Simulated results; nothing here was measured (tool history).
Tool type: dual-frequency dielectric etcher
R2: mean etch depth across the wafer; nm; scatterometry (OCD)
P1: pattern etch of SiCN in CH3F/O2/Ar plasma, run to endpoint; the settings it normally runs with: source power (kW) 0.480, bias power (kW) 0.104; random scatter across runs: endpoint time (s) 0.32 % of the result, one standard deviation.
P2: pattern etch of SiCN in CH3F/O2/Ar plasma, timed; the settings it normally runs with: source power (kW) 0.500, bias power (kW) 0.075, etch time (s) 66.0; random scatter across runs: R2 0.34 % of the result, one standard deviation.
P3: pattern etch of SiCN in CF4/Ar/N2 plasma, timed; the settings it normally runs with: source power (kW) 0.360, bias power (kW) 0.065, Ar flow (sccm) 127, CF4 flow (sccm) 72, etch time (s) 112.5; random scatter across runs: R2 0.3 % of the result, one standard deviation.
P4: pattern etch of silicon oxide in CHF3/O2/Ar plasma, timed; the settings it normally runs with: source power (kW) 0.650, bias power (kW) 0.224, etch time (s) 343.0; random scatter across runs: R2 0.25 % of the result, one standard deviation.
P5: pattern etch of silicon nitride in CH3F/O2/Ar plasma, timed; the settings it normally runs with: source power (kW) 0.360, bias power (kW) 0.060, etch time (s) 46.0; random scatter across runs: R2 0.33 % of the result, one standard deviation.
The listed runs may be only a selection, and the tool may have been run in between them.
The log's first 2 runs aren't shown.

run 3 day=0.758 | process_that_ran=P2 source_power_(kW)=0.500 bias_power_(kW)=0.075 etch_time_(s)=66.0 | R2=27.951
run 4 day=1.121 | process_that_ran=P1 source_power_(kW)=0.480 bias_power_(kW)=0.104 | endpoint_time_(s)=14.624
run 5 day=1.404 | process_that_ran=P4 source_power_(kW)=0.650 bias_power_(kW)=0.224 etch_time_(s)=188.5 | R2=409.620
run 6 day=1.725 | process_that_ran=P3 source_power_(kW)=0.360 bias_power_(kW)=0.065 etch_time_(s)=112.5 Ar_flow_(sccm)=127 CF4_flow_(sccm)=72 | R2=76.229
run 7 day=1.979 | process_that_ran=P3 source_power_(kW)=0.360 bias_power_(kW)=0.065 etch_time_(s)=112.5 Ar_flow_(sccm)=127 CF4_flow_(sccm)=72 | R2=76.420
run 8 day=2.146 | process_that_ran=P1 source_power_(kW)=0.480 bias_power_(kW)=0.073 | endpoint_time_(s)=16.732
run 9 day=2.525 | process_that_ran=P1 source_power_(kW)=0.480 bias_power_(kW)=0.104 | endpoint_time_(s)=14.635
run 10 day=2.754 | process_that_ran=P1 source_power_(kW)=0.350 bias_power_(kW)=0.104 | endpoint_time_(s)=16.528
run 11 day=3.096 | process_that_ran=P1 source_power_(kW)=0.310 bias_power_(kW)=0.133 | endpoint_time_(s)=15.629
run 12 day=3.429 | process_that_ran=P5 source_power_(kW)=0.360 bias_power_(kW)=0.083 etch_time_(s)=46.0 | R2=32.797
run 13 day=3.758 | process_that_ran=P4 source_power_(kW)=0.650 bias_power_(kW)=0.178 etch_time_(s)=343.0 | R2=694.230
run 14 day=4.083 | process_that_ran=P2 source_power_(kW)=0.640 bias_power_(kW)=0.075 etch_time_(s)=66.0 | R2=30.445
run 15 day=4.262 | process_that_ran=P4 source_power_(kW)=0.830 bias_power_(kW)=0.224 etch_time_(s)=343.0 | R2=818.650
run 16 day=4.588 | process_that_ran=P1 source_power_(kW)=0.480 bias_power_(kW)=0.104 | endpoint_time_(s)=14.640
run 17 day=4.950 | process_that_ran=P2 source_power_(kW)=0.500 bias_power_(kW)=0.098 etch_time_(s)=66.0 | R2=30.568
run 18 day=5.200 | process_that_ran=P3 source_power_(kW)=0.360 bias_power_(kW)=0.065 etch_time_(s)=112.5 Ar_flow_(sccm)=158 CF4_flow_(sccm)=72 | R2=73.462
run 19 day=5.475 | process_that_ran=P3 source_power_(kW)=0.360 bias_power_(kW)=0.065 etch_time_(s)=88.0 Ar_flow_(sccm)=127 CF4_flow_(sccm)=72 | R2=59.605
run 20 day=5.817 | process_that_ran=P5 source_power_(kW)=0.360 bias_power_(kW)=0.060 etch_time_(s)=46.0 | R2=29.356
run 21 day=6.000 | process_that_ran=P1 source_power_(kW)=0.400 bias_power_(kW)=0.075 | endpoint_time_(s)=17.696
run 22 day=6.300 | process_that_ran=P3 source_power_(kW)=0.360 bias_power_(kW)=0.065 etch_time_(s)=112.5 Ar_flow_(sccm)=127 CF4_flow_(sccm)=97 | R2=79.824
run 23 day=6.471 | process_that_ran=P2 source_power_(kW)=0.500 bias_power_(kW)=0.075 etch_time_(s)=37.0 | R2=15.627
run 24 day=6.804 | process_that_ran=P3 source_power_(kW)=0.470 bias_power_(kW)=0.065 etch_time_(s)=112.5 Ar_flow_(sccm)=127 CF4_flow_(sccm)=72 | R2=96.652
run 25 day=7.004 | process_that_ran=P5 source_power_(kW)=0.360 bias_power_(kW)=0.060 etch_time_(s)=29.0 | R2=18.583
run 26 day=7.362 | process_that_ran=P5 source_power_(kW)=0.250 bias_power_(kW)=0.060 etch_time_(s)=46.0 | R2=25.586

What will run 27 give?
run 27 day=7.629 | process_that_ran=P1 source_power_(kW)=0.580 bias_power_(kW)=0.136 | endpoint_time_(s)=?

endpoint time (s): 12.405

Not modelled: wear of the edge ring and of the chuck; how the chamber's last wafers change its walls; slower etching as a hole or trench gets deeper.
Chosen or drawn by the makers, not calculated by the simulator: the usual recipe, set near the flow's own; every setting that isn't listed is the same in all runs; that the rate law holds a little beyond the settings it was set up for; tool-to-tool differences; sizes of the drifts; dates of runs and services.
